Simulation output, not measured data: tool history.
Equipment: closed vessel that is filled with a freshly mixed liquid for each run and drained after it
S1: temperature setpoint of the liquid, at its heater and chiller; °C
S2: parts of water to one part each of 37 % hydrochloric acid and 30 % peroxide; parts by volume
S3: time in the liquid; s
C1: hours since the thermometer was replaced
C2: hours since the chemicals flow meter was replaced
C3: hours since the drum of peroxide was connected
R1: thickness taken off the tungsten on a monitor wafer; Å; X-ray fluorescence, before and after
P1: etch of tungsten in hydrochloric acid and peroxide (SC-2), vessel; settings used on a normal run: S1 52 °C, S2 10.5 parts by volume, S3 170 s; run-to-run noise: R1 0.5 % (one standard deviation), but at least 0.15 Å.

run	hour	S1	S2	S3	C1	C2	C3	R1
1	6.8	52	10.5	170	1610.2	936.4	453.7	496.29
2	13.9	67	10.5	170	1617.3	943.5	460.8	1285.6
3	17.3	52	4	55	1620.7	946.9	464.2	339.09
4	20.6	52	10.5	170	1624	950.2	467.5	498.97
5	26	52	4	170	1629.4	955.6	472.9	1040.9
6	30.9	52	10.5	170	1634.3	960.5	477.8	495.76
7	37.6	52	14.5	170	1641	967.2	484.5	379.59
8	44.7	52	10.5	170	1648.1	974.3	491.6	498.54
9	48	52	4	245	1651.4	977.6	494.9	1495.5
10	54.2	52	16.5	310	1657.6	983.8	501.1	616.93
11	59	52	10.5	95	1662.4	988.6	505.9	279.83
12	63.6	36	10.5	170	1667	993.2	510.5	164.92
13	68.2	52	10.5	245	1671.6	997.8	515.1	716.04
14	72.2	52	10.5	170	1675.6	1001.8	519.1	498.92
15	77.7	52	10.5	170	1681.1	1007.3	524.6	512.34
16	83.8	52	10.5	170	1687.2	1013.4	530.7	528.47
17	89.3	52	10.5	170	1692.7	1018.9	536.2	532.06
18	95.7	52	10.5	170	1699.1	1025.3	542.6	540.78
19	100.6	52	10.5	170	1704	1030.2	547.5	541.9
20	106.8	52	10.5	170	1710.2	1036.4	553.7	542.47
21	112	52	10.5	170	1715.4	1041.6	558.9	538.92
22	117.6	52	10.5	170	1721	1047.2	564.5	546.19
23	124	52	10.5	170	1727.4	1053.6	570.9	550.64
24	129	52	10.5	170	1732.4	1058.6	575.9	542.48

P1 has crept away from where it was. The log is fitted equally well by each of these 2 causes, at the sizes shown:
A: liquid hotter than its thermometer reads (K) = 1.39
B: chemicals flow above the setpoint (%) = 11.5
The gradual shift began around hour 72.2.
Excluded causes, each with its reason:
peroxide weaker than its label (%): can reach only 8, and even then R1 would move by -7.4 %, too little or the wrong way

Of the 4 check runs below, each run on 2 wafers with the results averaged and each result still a question mark, which one would tell the listed causes apart?
check 1	134	52	14.5	170				?
check 2	134	39.5	4	170				?
check 3	134	42	10.5	240				?
check 4	134	64.5	10.5	170				?

How each check would come out, cause by cause:
check	result	if A	if B
check 1	R1	413.82	415.43
check 2	R1	487.02	473.92
check 3	R1	393.18	390.68
check 4	R1	1198.9	1206.3
Smallest distance between any two causes, each pair judged by its most separating result, in per cent: check 1 0.39 %; check 2 2.73 %; check 3 0.64 %; check 4 0.61 %
Check 2 distinguishes between the causes, while the remaining checks would return nearly the same result for all of them.

Here is what check 2 returned: R1 471.04 Å. Which cause is it?

B is the cause: chemicals flow above the setpoint (%).

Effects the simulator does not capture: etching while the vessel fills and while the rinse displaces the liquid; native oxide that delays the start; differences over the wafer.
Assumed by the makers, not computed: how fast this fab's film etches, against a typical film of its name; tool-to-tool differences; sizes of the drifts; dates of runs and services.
